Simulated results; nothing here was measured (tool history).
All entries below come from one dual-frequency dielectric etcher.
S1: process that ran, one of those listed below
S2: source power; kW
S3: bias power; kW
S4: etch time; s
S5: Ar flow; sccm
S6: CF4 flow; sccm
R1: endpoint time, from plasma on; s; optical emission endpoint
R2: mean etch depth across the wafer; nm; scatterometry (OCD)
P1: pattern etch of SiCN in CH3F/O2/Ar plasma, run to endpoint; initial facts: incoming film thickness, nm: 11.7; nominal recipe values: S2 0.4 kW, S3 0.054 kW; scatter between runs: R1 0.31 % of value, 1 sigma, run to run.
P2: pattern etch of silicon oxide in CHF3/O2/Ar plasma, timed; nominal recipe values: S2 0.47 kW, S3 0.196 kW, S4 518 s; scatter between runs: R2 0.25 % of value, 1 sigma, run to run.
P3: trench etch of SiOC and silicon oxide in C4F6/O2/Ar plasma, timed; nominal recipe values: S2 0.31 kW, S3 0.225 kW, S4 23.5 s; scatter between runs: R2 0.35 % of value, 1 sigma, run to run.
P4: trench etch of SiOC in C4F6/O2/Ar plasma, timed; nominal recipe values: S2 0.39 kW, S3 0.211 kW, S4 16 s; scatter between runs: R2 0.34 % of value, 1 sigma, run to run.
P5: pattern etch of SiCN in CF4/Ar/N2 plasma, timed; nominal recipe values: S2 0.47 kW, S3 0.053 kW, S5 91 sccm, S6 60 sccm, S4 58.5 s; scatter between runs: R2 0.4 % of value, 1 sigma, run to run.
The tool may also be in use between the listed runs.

run	day	S1	S2	S3	S4	S5	S6	R1	R2
1	0.096	P1	0.4	0.054				34.704	
2	0.242	P3	0.31	0.312	23.5				49.918
3	0.383	P5	0.47	0.053	58.5	91	48		46.621
4	0.596	P2	0.47	0.249	518				1068.9
5	0.729	P4	0.39	0.211	9.5				20.741
6	0.875	P5	0.47	0.069	58.5	91	60		52.796
7	1.046	P4	0.39	0.211	16				35.073
8	1.204	P1	0.4	0.054				34.727	
9	1.317	P1	0.4	0.035				39.72	
# day 1.446: source power generator calibrated
10	1.446	P3	0.31	0.225	32				60.5
11	1.6	P4	0.39	0.163	16				32.249
12	1.725	P3	0.31	0.225	23.5				44.842
13	1.829	P4	0.31	0.211	16				31.888
14	1.988	P2	0.65	0.196	518				1109.5
15	2.175	P5	0.47	0.053	81	91	60		67.079
16	2.275	P1	0.56	0.054				30.291	
17	2.488	P1	0.25	0.054				41.693	
18	2.6	P2	0.47	0.196	518				979.99
19	2.708	P3	0.23	0.225	23.5				39.913
20	2.858	P5	0.47	0.053	58.5	68	60		50.682
21	3.054	P1	0.4	0.054				34.87	
22	3.262	P1	0.29	0.071				35.734	
23	3.4	P3	0.31	0.225	23.5				44.667
24	3.592	P1	0.4	0.054				35.01	
25	3.683	P1	0.4	0.054				34.715	
26	3.833	P5	0.47	0.053	58.5	91	60		48.218
27	4	P5	0.47	0.053	58.5	91	60		48.751
28	4.108	P1	0.4	0.073				31.318	
29	4.254	P2	0.47	0.196	286				542.65
30	4.4	P5	0.28	0.053	58.5	91	60		30.457
31	4.529	P1	0.4	0.054				34.731	
32	4.679	P1	0.4	0.054				34.418	
33	4.838	P1	0.4	0.054				34.611	
34	5.054	P1	0.4	0.054				34.385	
35	5.225	P1	0.4	0.054				34.294	
36	5.4	P1	0.4	0.054				34.227	
# day 5.504: wet clean of the chamber
37	5.558	P1	0.4	0.054				34.168	
38	5.671	P1	0.4	0.054				34.216	
39	5.775	P1	0.4	0.054				34.301	
40	5.908	P1	0.4	0.054				34.267	

What P1 gives has crept away from where it was. These 2 causes fit the log equally well, each at the size given:
A: bias power that arrives over what is set, % = 4.84
B: source power that arrives over what is set, % = 4.18
At approximately day 4.529, the process output began to creep.
All other causes, with the reason each is excluded:
chamber walls in a state that raises the etch rate, %: serviced after onset, at day 5.504, with no recovery of the prior output

Below are 4 check runs, each averaged over 2 wafers, with their results shown as question marks. Which of them would give clearly different results depending on which cause is behind the drift?
check 1	6.042	P2	0.47	0.196	518				?
check 2	6.042	P5	0.47	0.053	58.5	91	60		?
check 3	6.042	P4	0.39	0.211	16				?
check 4	6.042	P3	0.31	0.225	23.5				?

Expected result of each check under each candidate cause:
check	result	if A	if B
check 1	R2	999.04	998.07
check 2	R2	49.112	50.143
check 3	R2	35.493	35.501
check 4	R2	45.298	45.282
Separation of the two closest causes in each check, using whichever result separates them best: check 1 0.1 %; check 2 2.08 %; check 3 0.02 %; check 4 0.03 %
The causes can be told apart only by check 2. The other checks would give nearly the same results under each of them.

Then check 2 was run and gave: R2 50.331 nm. Which cause is it?

It is B: source power that arrives over what is set, %.

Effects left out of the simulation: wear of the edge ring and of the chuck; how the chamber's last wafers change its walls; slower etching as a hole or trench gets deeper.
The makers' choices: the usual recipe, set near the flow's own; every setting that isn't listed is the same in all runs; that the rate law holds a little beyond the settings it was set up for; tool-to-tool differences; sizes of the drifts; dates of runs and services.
